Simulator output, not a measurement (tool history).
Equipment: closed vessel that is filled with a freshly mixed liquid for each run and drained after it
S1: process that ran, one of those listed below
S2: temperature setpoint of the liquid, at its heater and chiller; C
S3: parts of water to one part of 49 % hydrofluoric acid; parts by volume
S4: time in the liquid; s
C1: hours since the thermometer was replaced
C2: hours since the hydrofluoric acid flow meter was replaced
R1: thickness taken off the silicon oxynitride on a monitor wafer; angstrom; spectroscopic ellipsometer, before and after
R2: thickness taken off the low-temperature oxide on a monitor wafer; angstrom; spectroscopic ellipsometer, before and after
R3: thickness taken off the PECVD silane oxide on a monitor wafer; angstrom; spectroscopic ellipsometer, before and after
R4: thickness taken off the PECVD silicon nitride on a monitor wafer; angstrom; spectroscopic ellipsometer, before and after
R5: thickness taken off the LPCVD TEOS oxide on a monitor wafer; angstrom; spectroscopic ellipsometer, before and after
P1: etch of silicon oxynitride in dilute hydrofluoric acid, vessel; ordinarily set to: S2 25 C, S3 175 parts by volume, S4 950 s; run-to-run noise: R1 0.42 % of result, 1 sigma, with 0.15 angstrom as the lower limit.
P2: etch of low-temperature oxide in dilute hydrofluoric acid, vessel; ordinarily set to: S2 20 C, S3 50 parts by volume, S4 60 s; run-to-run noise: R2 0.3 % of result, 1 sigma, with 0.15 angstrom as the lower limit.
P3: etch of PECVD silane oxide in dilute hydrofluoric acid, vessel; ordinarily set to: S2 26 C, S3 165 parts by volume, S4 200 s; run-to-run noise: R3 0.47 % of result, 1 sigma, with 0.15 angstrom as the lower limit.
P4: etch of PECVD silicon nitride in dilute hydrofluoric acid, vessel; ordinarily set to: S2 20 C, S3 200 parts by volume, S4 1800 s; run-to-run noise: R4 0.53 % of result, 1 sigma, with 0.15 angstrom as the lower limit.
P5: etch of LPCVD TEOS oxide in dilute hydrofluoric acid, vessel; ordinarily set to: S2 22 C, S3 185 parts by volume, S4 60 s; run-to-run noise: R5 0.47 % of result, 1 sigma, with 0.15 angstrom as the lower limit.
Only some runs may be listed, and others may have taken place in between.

| run | hour | S1 | S2 | S3 | S4 | C1 | C2 | R1 | R2 | R3 | R4 | R5 |
|---|---|---|---|---|---|---|---|---|---|---|---|---|
| 1 | 4.8 | P1 | 25 | 175 | 950 | 1561.8 | 620.3 | 75.639 |  |  |  |  |
| 2 | 9.9 | P1 | 25 | 175 | 950 | 1566.9 | 625.4 | 75.47 |  |  |  |  |
| 3 | 12.6 | P1 | 25 | 175 | 950 | 1569.6 | 628.1 | 75.782 |  |  |  |  |
| 4 | 15.7 | P1 | 25 | 175 | 1380 | 1572.7 | 631.2 | 110.75 |  |  |  |  |
| 5 | 19.8 | P2 | 20 | 50 | 30 | 1576.8 | 635.3 |  | 135.9 |  |  |  |
| 6 | 23.6 | P1 | 25 | 110 | 385 | 1580.6 | 639.1 | 51.589 |  |  |  |  |
| 7 | 25.9 | P3 | 26 | 90 | 200 | 1582.9 | 641.4 |  |  | 933.51 |  |  |
| 8 | 30.4 | P4 | 25 | 200 | 1800 | 1587.4 | 645.9 |  |  |  | 202.17 |  |
| 9 | 35.2 | P2 | 20 | 90 | 60 | 1592.2 | 650.7 |  | 145.01 |  |  |  |
| 10 | 40.1 | P4 | 20 | 200 | 135 | 1597.1 | 655.6 |  |  |  | 10.957 |  |
| 11 | 44.9 | P3 | 26 | 165 | 200 | 1601.9 | 660.4 |  |  | 460 |  |  |
| 12 | 48.8 | P1 | 21 | 275 | 950 | 1605.8 | 664.3 | 37.46 |  |  |  |  |
| 13 | 52.1 | P2 | 20 | 50 | 60 | 1609.1 | 667.6 |  | 273.91 |  |  |  |
| 14 | 57.1 | P5 | 22 | 185 | 30 | 1614.1 | 672.6 |  |  |  |  | 37.759 |
| 15 | 62.1 | P4 | 20 | 200 | 1800 | 1619.1 | 677.6 |  |  |  | 148.55 |  |
| 16 | 65.2 | P4 | 20 | 200 | 1800 | 1622.2 | 680.7 |  |  |  | 147.25 |  |
| 17 | 68 | P1 | 25 | 175 | 30 | 1625 | 683.5 | 2.3604 |  |  |  |  |
| 18 | 73.2 | P1 | 20.5 | 175 | 125 | 1630.2 | 688.7 | 8.2893 |  |  |  |  |
| 19 | 76.9 | P5 | 17 | 185 | 60 | 1633.9 | 692.4 |  |  |  |  | 61.577 |
| 20 | 80.6 | P1 | 32 | 175 | 950 | 1637.6 | 696.1 | 102.67 |  |  |  |  |
| 21 | 83.7 | P5 | 22 | 45 | 60 | 1640.7 | 699.2 |  |  |  |  | 364.86 |
| 22 | 86.2 | P1 | 17 | 175 | 950 | 1643.2 | 701.7 | 52.61 |  |  |  |  |
| 23 | 91.2 | P2 | 25.5 | 50 | 60 | 1648.2 | 706.7 |  | 344 |  |  |  |
| 24 | 95.7 | P4 | 20 | 50 | 1800 | 1652.7 | 711.2 |  |  |  | 567.08 |  |
| 25 | 99 | P1 | 25 | 290 | 950 | 1656 | 714.5 | 42.066 |  |  |  |  |
| 26 | 102 | P1 | 25 | 65 | 950 | 1659 | 717.5 | 224.08 |  |  |  |  |
| 27 | 105.8 | P3 | 26 | 165 | 370 | 1662.8 | 721.3 |  |  | 856.45 |  |  |
| 28 | 108.7 | P3 | 20.5 | 165 | 200 | 1665.7 | 724.2 |  |  | 372.5 |  |  |
| 29 | 111.5 | P1 | 25 | 175 | 950 | 1668.5 | 727 | 75.467 |  |  |  |  |
| 30 | 113.8 | P5 | 22 | 185 | 60 | 1670.8 | 729.3 |  |  |  |  | 75.686 |
| 31 | 116.8 | P1 | 25 | 175 | 950 | 1673.8 | 732.3 | 76.281 |  |  |  |  |
| 32 | 120.5 | P1 | 25 | 175 | 950 | 1677.5 | 736 | 77.899 |  |  |  |  |
| 33 | 123.3 | P1 | 25 | 175 | 950 | 1680.3 | 738.8 | 79.754 |  |  |  |  |
| 34 | 127.1 | P1 | 25 | 175 | 950 | 1684.1 | 742.6 | 79.641 |  |  |  |  |
| 35 | 130.3 | P1 | 25 | 175 | 950 | 1687.3 | 745.8 | 80.316 |  |  |  |  |
| 36 | 132.9 | P1 | 25 | 175 | 950 | 1689.9 | 748.4 | 80.411 |  |  |  |  |
| 37 | 137.3 | P1 | 25 | 175 | 950 | 1694.3 | 752.8 | 80.76 |  |  |  |  |
| 38 | 142.2 | P1 | 25 | 175 | 950 | 1699.2 | 757.7 | 80.865 |  |  |  |  |

P1 has crept away from where it was. The log is fitted equally well by each of these 2 causes, at the sizes shown:
A: liquid hotter than its thermometer reads (K) = 1.45
B: hydrofluoric acid flow above the setpoint (%) = 5.82
Creep in the process output first set in at about hour 116.8.

Consider the 4 check runs below, whose results appear as question marks and each of which averages 2 wafers. Which one distinguishes the causes, in that each cause would give it a clearly different result?
| check 1 | 147.1 | P4 | 20 | 200 | 500 |  |  |  |  |  | ? |  |
| check 2 | 147.1 | P3 | 26 | 105 | 200 |  |  |  |  | ? |  |  |
| check 3 | 147.1 | P5 | 22 | 115 | 30 |  |  |  |  |  |  | ? |
| check 4 | 147.1 | P2 | 23.5 | 50 | 30 |  |  |  | ? |  |  |  |

If the cause were each of the candidates in turn, the checks would give the following:
| check | result | if A | if B |
|---|---|---|---|
| check 1 | R4 | 44.957 | 43.214 |
| check 2 | R3 | 826.01 | 832.74 |
| check 3 | R5 | 69.523 | 69.962 |
| check 4 | R2 | 168.05 | 168.16 |
Per check, the gap between the least separated pair of causes, taken in the result that splits them most: check 1 3.96 %; check 2 0.81 %; check 3 0.63 %; check 4 0.06 %
The other checks would show nearly matching results whichever cause is true, so check 1 is the only one that separates the causes.

Here is what check 1 returned: R4 44.866 angstrom. Which cause is it?

A is the cause: liquid hotter than its thermometer reads (K).
